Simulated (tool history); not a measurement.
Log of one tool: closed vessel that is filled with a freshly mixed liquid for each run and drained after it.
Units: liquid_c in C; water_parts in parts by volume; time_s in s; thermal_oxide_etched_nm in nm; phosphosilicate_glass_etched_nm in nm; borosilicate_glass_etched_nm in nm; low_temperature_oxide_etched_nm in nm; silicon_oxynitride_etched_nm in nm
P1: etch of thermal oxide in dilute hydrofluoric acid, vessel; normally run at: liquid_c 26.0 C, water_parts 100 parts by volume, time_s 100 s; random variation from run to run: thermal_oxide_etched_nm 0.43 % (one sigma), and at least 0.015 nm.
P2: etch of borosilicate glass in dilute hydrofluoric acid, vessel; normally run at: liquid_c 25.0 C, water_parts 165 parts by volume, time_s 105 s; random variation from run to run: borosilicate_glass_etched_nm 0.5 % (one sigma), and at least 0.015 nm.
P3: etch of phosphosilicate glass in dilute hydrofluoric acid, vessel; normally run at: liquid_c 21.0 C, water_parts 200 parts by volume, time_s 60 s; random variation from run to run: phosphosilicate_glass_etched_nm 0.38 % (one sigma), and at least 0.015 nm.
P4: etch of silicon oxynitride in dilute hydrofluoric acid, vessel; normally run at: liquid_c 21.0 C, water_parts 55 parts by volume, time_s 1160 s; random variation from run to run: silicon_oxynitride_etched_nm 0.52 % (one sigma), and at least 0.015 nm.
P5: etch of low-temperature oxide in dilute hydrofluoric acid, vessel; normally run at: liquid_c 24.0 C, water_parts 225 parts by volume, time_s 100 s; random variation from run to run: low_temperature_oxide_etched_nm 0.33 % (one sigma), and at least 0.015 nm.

run	hour	process	liquid_c	water_parts	time_s	hours since the thermometer was replaced	hours since the hydrofluoric acid flow meter was replaced	thermal_oxide_etched_nm	phosphosilicate_glass_etched_nm	borosilicate_glass_etched_nm	low_temperature_oxide_etched_nm	silicon_oxynitride_etched_nm
1	14.7	P1	26.0	100	100	1357.8	824.6	5.2342				
2	24.4	P3	21.0	110	60	1367.5	834.3		74.501			
3	32.3	P2	25.0	165	210	1375.4	842.2			45.272		
4	43.6	P1	21.0	100	60	1386.7	853.5	2.5694				
5	56.8	P1	26.0	100	55	1399.9	866.7	2.8998				
6	64.4	P1	26.0	100	100	1407.5	874.3	5.2343				
7	76.8	P2	25.0	165	105	1419.9	886.7			22.443		
8	90.8	P1	26.0	100	100	1433.9	900.7	5.2175				
9	102.8	P3	21.0	200	100	1445.9	912.7		61.732			
10	113.8	P1	33.5	150	100	1456.9	923.7	4.2656				
11	127.1	P5	17.0	225	100	1470.2	937.0				7.2151	
12	137.5	P1	26.0	100	100	1480.6	947.4	5.2059				
13	149.4	P1	21.5	175	100	1492.5	959.3	2.2831				
14	157.6	P2	25.0	55	105	1500.7	967.5			77.353		
15	169.5	P1	26.0	155	100	1512.6	979.4	3.1846				
16	178.9	P1	26.0	30	100	1522.0	988.8	19.2780				
17	188.9	P4	17.0	55	1160	1532.0	998.8					22.4710
18	203.2	P1	26.0	100	100	1546.3	1013.1	5.2592				
19	209.9	P5	24.0	225	100	1553.0	1019.8				9.4377	
20	223.4	P4	21.0	55	280	1566.5	1033.3					6.5664
21	235.0	P2	28.5	165	105	1578.1	1044.9			25.641		
22	248.0	P2	25.0	165	105	1591.1	1057.9			22.476		
23	255.6	P5	24.0	45	100	1598.7	1065.5				58.1750	
24	270.8	P5	24.0	225	100	1613.9	1080.7				9.4108	
25	280.3	P1	19.5	100	100	1623.4	1090.2	4.0350				
26	287.2	P4	21.0	55	1160	1630.3	1097.1					27.4050

Run 27 comes next. What will it give?
27	302.3	P4	21.0	90	1160	1645.4	1112.2					?

Run 27 gave silicon_oxynitride_etched_nm 16.3870 nm.
